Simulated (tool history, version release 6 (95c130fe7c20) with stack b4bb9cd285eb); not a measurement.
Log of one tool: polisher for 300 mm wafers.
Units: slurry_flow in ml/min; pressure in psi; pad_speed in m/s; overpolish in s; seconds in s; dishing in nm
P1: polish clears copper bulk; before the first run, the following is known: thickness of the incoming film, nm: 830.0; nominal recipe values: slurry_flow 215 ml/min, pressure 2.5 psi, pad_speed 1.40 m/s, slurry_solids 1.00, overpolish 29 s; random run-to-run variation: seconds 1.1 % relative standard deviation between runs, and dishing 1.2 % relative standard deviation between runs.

| run | day | slurry_flow | pressure | pad_speed | slurry_solids | overpolish | wafers polished on this pad | hours since the slurry nozzle was cleaned | hours since the head pressure was calibrated | hours since the slurry blender was calibrated | seconds | dishing |
|---|---|---|---|---|---|---|---|---|---|---|---|---|
| 1 | 0.650 | 215 | 2.5 | 1.40 | 1.00 | 29 | 345 | 356.3 | 791.4 | 45.3 | 73.349 | 23.988 |
| 2 | 1.096 | 215 | 1.3 | 1.40 | 1.00 | 29 | 425 | 367.0 | 802.1 | 56.0 | 144.550 | 23.003 |
| 3 | 1.754 | 215 | 3.2 | 1.40 | 1.00 | 29 | 543 | 382.8 | 817.9 | 71.8 | 58.194 | 25.070 |
| 4 | 2.471 | 215 | 2.5 | 1.40 | 1.00 | 29 | 672 | 400.0 | 835.1 | 89.0 | 74.853 | 24.219 |
| 5 | 2.850 | 215 | 2.5 | 2.12 | 1.00 | 29 | 740 | 409.1 | 844.2 | 98.1 | 49.584 | 24.040 |
| 6 | 3.312 | 130 | 2.5 | 1.40 | 1.00 | 29 | 823 | 420.2 | 855.3 | 109.2 | 81.320 | 24.702 |
| 7 | 4.042 | 215 | 2.5 | 1.40 | 1.00 | 29 | 954 | 437.7 | 872.8 | 126.7 | 75.602 | 24.233 |
| 8 | 4.579 | 275 | 2.5 | 1.40 | 1.00 | 29 | 1051 | 450.6 | 885.7 | 139.6 | 72.673 | 23.908 |
| 9 | 5.238 | 215 | 2.5 | 1.40 | 1.25 | 29 | 1169 | 466.4 | 901.5 | 155.4 | 69.602 | 24.115 |
| 10 | 5.829 | 215 | 2.5 | 1.40 | 0.50 | 29 | 1275 | 480.6 | 915.7 | 169.6 | 87.046 | 24.537 |
| 11 | 6.488 | 215 | 2.5 | 0.94 | 0.75 | 29 | 1393 | 496.4 | 931.5 | 185.4 | 117.850 | 23.858 |
| 12 | 6.879 | 215 | 2.5 | 0.70 | 1.00 | 29 | 1464 | 505.8 | 940.9 | 194.8 | 148.150 | 24.322 |
| 13 | 7.525 | 215 | 2.5 | 1.40 | 1.00 | 52 | 1580 | 521.3 | 956.4 | 210.3 | 75.932 | 24.231 |
| 14 | 7.862 | 215 | 2.5 | 1.40 | 1.00 | 29 | 1640 | 529.4 | 964.5 | 218.4 | 75.280 | 24.330 |

Run 15 comes next. What will it give?
|  | 7.962 | slurry nozzle cleaned |
| 15 | 8.383 | 215 | 1.5 | 1.84 | 1.00 | 29 | 1734 | 10.2 | 977.0 | 230.9 | ? | ? |

{"run 15": {"seconds": 95.553, "dishing": 23.272}}

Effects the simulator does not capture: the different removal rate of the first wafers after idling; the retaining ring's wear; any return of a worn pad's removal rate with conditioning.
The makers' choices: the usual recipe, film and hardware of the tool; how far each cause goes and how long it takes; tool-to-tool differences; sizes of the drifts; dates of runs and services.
